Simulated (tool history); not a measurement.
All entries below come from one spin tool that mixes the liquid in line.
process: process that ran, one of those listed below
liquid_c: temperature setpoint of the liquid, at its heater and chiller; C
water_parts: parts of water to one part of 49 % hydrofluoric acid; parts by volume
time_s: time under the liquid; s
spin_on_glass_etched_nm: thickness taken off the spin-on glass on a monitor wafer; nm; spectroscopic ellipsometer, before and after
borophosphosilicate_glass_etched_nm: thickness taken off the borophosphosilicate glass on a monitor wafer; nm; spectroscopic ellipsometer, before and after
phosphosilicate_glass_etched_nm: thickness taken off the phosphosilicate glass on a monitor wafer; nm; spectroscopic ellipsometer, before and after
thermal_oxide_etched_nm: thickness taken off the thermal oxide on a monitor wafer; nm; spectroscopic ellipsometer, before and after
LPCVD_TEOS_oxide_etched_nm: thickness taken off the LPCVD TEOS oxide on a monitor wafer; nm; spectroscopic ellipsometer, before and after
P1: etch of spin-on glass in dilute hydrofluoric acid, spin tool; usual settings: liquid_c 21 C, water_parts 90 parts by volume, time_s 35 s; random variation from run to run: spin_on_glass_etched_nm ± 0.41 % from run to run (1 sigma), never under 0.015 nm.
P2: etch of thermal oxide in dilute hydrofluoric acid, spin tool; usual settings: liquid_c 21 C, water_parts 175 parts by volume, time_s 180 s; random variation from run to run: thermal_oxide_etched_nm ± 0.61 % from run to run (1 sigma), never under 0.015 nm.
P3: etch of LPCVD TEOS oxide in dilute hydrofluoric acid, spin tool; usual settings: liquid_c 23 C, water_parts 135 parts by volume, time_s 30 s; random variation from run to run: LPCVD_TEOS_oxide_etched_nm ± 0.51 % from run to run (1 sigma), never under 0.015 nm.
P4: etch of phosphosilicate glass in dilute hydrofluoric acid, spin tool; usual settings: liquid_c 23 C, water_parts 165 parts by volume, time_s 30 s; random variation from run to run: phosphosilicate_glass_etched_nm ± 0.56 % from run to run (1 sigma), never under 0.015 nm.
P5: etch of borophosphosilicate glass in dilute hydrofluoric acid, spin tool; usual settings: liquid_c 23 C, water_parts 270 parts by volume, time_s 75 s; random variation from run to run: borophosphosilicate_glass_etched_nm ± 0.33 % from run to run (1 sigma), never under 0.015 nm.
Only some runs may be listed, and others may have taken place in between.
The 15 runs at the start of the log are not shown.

| run | day | process | liquid_c | water_parts | time_s | hours since the thermometer was replaced | hours since the hydrofluoric acid flow meter was replaced | spin_on_glass_etched_nm | borophosphosilicate_glass_etched_nm | phosphosilicate_glass_etched_nm | thermal_oxide_etched_nm | LPCVD_TEOS_oxide_etched_nm |
|---|---|---|---|---|---|---|---|---|---|---|---|---|
| 16 | 4.017 | P1 | 21 | 50 | 15 | 811.9 | 23.8 | 10.248 |  |  |  |  |
| 17 | 4.283 | P1 | 21 | 90 | 35 | 818.3 | 30.2 | 12.688 |  |  |  |  |
| 18 | 4.604 | P1 | 21 | 150 | 15 | 826 | 37.9 | 3.078 |  |  |  |  |
| 19 | 4.85 | P3 | 23 | 135 | 30 | 831.9 | 43.8 |  |  |  |  | 4.6552 |
| 20 | 5.046 | P1 | 21 | 90 | 35 | 836.6 | 48.5 | 12.716 |  |  |  |  |
| 21 | 5.2 | P2 | 21 | 175 | 180 | 840.3 | 52.2 |  |  |  | 4.0234 |  |
| 22 | 5.521 | P5 | 30.5 | 270 | 75 | 848 | 59.9 |  | 16.931 |  |  |  |
| 23 | 5.838 | P1 | 21 | 90 | 15 | 855.6 | 67.5 | 5.4571 |  |  |  |  |
| 24 | 6.154 | P5 | 23 | 270 | 130 | 863.2 | 75.1 |  | 22.797 |  |  |  |
| 25 | 6.375 | P4 | 23 | 165 | 30 | 868.5 | 80.4 |  |  | 21.781 |  |  |
| 26 | 6.612 | P1 | 21 | 160 | 35 | 874.2 | 86.1 | 6.6068 |  |  |  |  |
| 27 | 6.862 | P1 | 21 | 50 | 35 | 880.2 | 92.1 | 23.789 |  |  |  |  |
| 28 | 7.121 | P1 | 21 | 135 | 20 | 886.4 | 98.3 | 4.5994 |  |  |  |  |
| 29 | 7.338 | P2 | 17 | 175 | 180 | 891.6 | 103.5 |  |  |  | 3.4066 |  |
| 30 | 7.654 | P5 | 23 | 270 | 75 | 899.2 | 111.1 |  | 13.141 |  |  |  |
| 31 | 7.921 | P3 | 23 | 45 | 30 | 905.6 | 117.5 |  |  |  |  | 15.87 |
| 32 | 8.15 | P3 | 23 | 135 | 60 | 911.1 | 123 |  |  |  |  | 9.4786 |
| 33 | 8.333 | P1 | 21 | 90 | 35 | 915.5 | 127.4 | 12.744 |  |  |  |  |
| 34 | 8.638 | P1 | 21 | 90 | 35 | 922.8 | 134.7 | 13.39 |  |  |  |  |

Expected results for the next run?
| 35 | 8.796 | P1 | 21 | 90 | 35 | 926.6 | 138.5 | ? |  |  |  |  |

{"run 35": {"spin_on_glass_etched_nm": 13.543}}

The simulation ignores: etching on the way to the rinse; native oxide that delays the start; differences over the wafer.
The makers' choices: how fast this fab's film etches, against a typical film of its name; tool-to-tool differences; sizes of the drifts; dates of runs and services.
